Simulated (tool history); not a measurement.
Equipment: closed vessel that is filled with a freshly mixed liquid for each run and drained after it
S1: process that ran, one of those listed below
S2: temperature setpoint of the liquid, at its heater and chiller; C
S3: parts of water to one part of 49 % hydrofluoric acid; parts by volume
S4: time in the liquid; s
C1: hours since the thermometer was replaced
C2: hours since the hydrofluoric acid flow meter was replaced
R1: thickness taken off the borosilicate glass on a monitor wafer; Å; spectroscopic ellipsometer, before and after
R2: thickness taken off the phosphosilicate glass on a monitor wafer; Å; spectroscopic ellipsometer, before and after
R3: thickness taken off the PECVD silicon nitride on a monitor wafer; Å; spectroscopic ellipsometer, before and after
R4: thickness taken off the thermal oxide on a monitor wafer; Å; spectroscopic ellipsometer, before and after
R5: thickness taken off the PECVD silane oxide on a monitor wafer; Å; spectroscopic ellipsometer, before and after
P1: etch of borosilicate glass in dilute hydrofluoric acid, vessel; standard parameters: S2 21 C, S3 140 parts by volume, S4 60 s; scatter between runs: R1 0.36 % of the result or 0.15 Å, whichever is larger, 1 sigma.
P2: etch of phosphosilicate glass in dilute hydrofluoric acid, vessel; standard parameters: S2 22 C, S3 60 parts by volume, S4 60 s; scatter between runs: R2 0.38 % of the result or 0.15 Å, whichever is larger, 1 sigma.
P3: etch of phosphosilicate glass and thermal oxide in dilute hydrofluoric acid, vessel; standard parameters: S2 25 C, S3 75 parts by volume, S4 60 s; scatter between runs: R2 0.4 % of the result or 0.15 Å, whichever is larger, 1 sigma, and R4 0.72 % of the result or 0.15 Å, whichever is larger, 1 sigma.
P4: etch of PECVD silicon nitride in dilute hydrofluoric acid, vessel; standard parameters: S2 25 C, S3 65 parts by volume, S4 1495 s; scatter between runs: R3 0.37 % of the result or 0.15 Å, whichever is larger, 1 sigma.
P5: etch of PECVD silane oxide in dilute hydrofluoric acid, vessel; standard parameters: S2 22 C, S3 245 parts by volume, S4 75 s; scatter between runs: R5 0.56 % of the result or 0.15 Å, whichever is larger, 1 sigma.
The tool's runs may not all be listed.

Run 1, hour 3.7: S1 P1, S2 21 C, S3 140 parts by volume, S4 60 s; C1 298.8; C2 752.6. Result: R1 85.926 Å.
Run 2, hour 7.1: S1 P2, S2 22 C, S3 60 parts by volume, S4 110 s; C1 302.2; C2 756. Result: R2 1978.3 Å.
Run 3, hour 11: S1 P1, S2 21 C, S3 140 parts by volume, S4 90 s; C1 306.1; C2 759.9. Result: R1 130.28 Å.
Run 4, hour 13.3: S1 P4, S2 25 C, S3 95 parts by volume, S4 1495 s; C1 308.4; C2 762.2. Result: R3 315.41 Å.
Run 5, hour 17.2: S1 P1, S2 21 C, S3 140 parts by volume, S4 60 s; C1 312.3; C2 766.1. Result: R1 86.387 Å.
Run 6, hour 21: S1 P2, S2 17 C, S3 60 parts by volume, S4 60 s; C1 316.1; C2 769.9. Result: R2 868.62 Å.
Run 7, hour 23.9: S1 P3, S2 25 C, S3 75 parts by volume, S4 60 s; C1 319; C2 772.8. Result: R2 518.21 Å, R4 38.364 Å.
Run 8, hour 27.9: S1 P4, S2 25 C, S3 65 parts by volume, S4 1495 s; C1 323; C2 776.8. Result: R3 460.24 Å.
Run 9, hour 31.3: S1 P1, S2 17 C, S3 40 parts by volume, S4 60 s; C1 326.4; C2 780.2. Result: R1 285.87 Å.
Run 10, hour 35: S1 P4, S2 25 C, S3 65 parts by volume, S4 1495 s; C1 330.1; C2 783.9. Result: R3 459.64 Å.
Run 11, hour 38.5: S1 P1, S2 17 C, S3 140 parts by volume, S4 60 s; C1 333.6; C2 787.4. Result: R1 73.536 Å.
Run 12, hour 41.3: S1 P1, S2 21 C, S3 140 parts by volume, S4 60 s; C1 336.4; C2 790.2. Result: R1 85.676 Å.
Run 13, hour 44.6: S1 P2, S2 22 C, S3 20 parts by volume, S4 60 s; C1 339.7; C2 793.5. Result: R2 3383.3 Å.
Run 14, hour 48.7: S1 P5, S2 22 C, S3 245 parts by volume, S4 110 s; C1 343.8; C2 797.6. Result: R5 71.442 Å.
Run 15, hour 50.9: S1 P5, S2 17 C, S3 245 parts by volume, S4 75 s; C1 346; C2 799.8. Result: R5 40.737 Å.
Run 16, hour 54.9: S1 P1, S2 21 C, S3 230 parts by volume, S4 60 s; C1 350; C2 803.8. Result: R1 48.345 Å.
Run 17, hour 57: S1 P3, S2 25 C, S3 110 parts by volume, S4 60 s; C1 352.1; C2 805.9. Result: R2 339.31 Å, R4 24.969 Å.
Run 18, hour 60.5: S1 P2, S2 22 C, S3 60 parts by volume, S4 60 s; C1 355.6; C2 809.4. Result: R2 1071 Å.
Run 19, hour 63.9: S1 P4, S2 25 C, S3 65 parts by volume, S4 2325 s; C1 359; C2 812.8. Result: R3 714.04 Å.
Run 20, hour 66.8: S1 P3, S2 25 C, S3 75 parts by volume, S4 30 s; C1 361.9; C2 815.7. Result: R2 259.18 Å, R4 19.112 Å.
Run 21, hour 70.1: S1 P1, S2 21 C, S3 140 parts by volume, S4 60 s; C1 365.2; C2 819. Result: R1 87.046 Å.
Run 22, hour 72.5: S1 P5, S2 22 C, S3 245 parts by volume, S4 75 s; C1 367.6; C2 821.4. Result: R5 48.883 Å.
Run 23, hour 76.3: S1 P1, S2 26.5 C, S3 140 parts by volume, S4 60 s; C1 371.4; C2 825.2. Result: R1 106.93 Å.
Run 24, hour 79.5: S1 P1, S2 28.5 C, S3 245 parts by volume, S4 60 s; C1 374.6; C2 828.4. Result: R1 57.751 Å.
Run 25, hour 82.7: S1 P1, S2 21 C, S3 40 parts by volume, S4 60 s; C1 377.8; C2 831.6. Result: R1 339.06 Å.
Run 26, hour 85.7: S1 P1, S2 21 C, S3 140 parts by volume, S4 30 s; C1 380.8; C2 834.6. Result: R1 43.048 Å.
Run 27, hour 88.9: S1 P3, S2 19 C, S3 75 parts by volume, S4 60 s; C1 384; C2 837.8. Result: R2 404.69 Å, R4 29.984 Å.
Run 28, hour 91.6: S1 P5, S2 22 C, S3 100 parts by volume, S4 75 s; C1 386.7; C2 840.5. Result: R5 139.58 Å.
Run 29, hour 95: S1 P4, S2 18.5 C, S3 65 parts by volume, S4 1495 s; C1 390.1; C2 843.9. Result: R3 295.67 Å.
Run 30, hour 97.8: S1 P1, S2 21 C, S3 140 parts by volume, S4 60 s; C1 392.9; C2 846.7. Result: R1 86.58 Å.
Run 31, hour 101.4: S1 P1, S2 21 C, S3 140 parts by volume, S4 60 s; C1 396.5; C2 850.3. Result: R1 90.346 Å.
Run 32, hour 105: S1 P1, S2 21 C, S3 140 parts by volume, S4 60 s; C1 400.1; C2 853.9. Result: R1 90.43 Å.
Run 33, hour 108.2: S1 P1, S2 21 C, S3 140 parts by volume, S4 60 s; C1 403.3; C2 857.1. Result: R1 91.922 Å.
Run 34, hour 110.8: S1 P1, S2 21 C, S3 140 parts by volume, S4 60 s; C1 405.9; C2 859.7. Result: R1 91.723 Å.
Run 35, hour 112.7: S1 P1, S2 21 C, S3 140 parts by volume, S4 60 s; C1 407.8; C2 861.6. Result: R1 92.056 Å.
Run 36, hour 115.6: S1 P1, S2 21 C, S3 140 parts by volume, S4 60 s; C1 410.7; C2 864.5. Result: R1 92.364 Å.

What P1 gives has crept away from where it was. These 2 causes fit the log equally well, each at the size given:
A: hydrofluoric acid flow above the setpoint (%) = 5.78
B: liquid hotter than its thermometer reads (K) = 1.64
Creep in the process output first set in at about hour 97.8.

Each of the 4 check runs below uses one wafer; its results are left as question marks. Which run tells the causes apart?
Run check 1, hour 118.5: S1 P2, S2 22 C, S3 60 parts by volume, S4 60 s. Result: R2 ?.
Run check 2, hour 118.5: S1 P4, S2 25 C, S3 65 parts by volume, S4 1495 s. Result: R3 ?.
Run check 3, hour 118.5: S1 P5, S2 22 C, S3 245 parts by volume, S4 75 s. Result: R5 ?.
Run check 4, hour 118.5: S1 P3, S2 25 C, S3 75 parts by volume, S4 60 s. Result: R2 ?, R4 ?.

What every check run would give for each of its results, assuming each possible cause in turn:
  check  result    if A    if B
check 1      R2  1139.3  1147.6
check 2      R3  485.61  512.04
check 3      R5  52.388  51.882
check 4      R2   552.4  554.38
check 4      R4  40.908  41.054
Minimum pairwise separation of causes per check, each pair taken at its best-separating result: check 1 0.73 %; check 2 5.3 %; check 3 0.97 %; check 4 0.36 %
Only in check 2 would the causes give clearly different results; in the remaining checks their results would be nearly the same.

The results of check 2 are: R3 514.78 Å. Based on these, which of the listed causes is it?

The cause is B: liquid hotter than its thermometer reads (K).
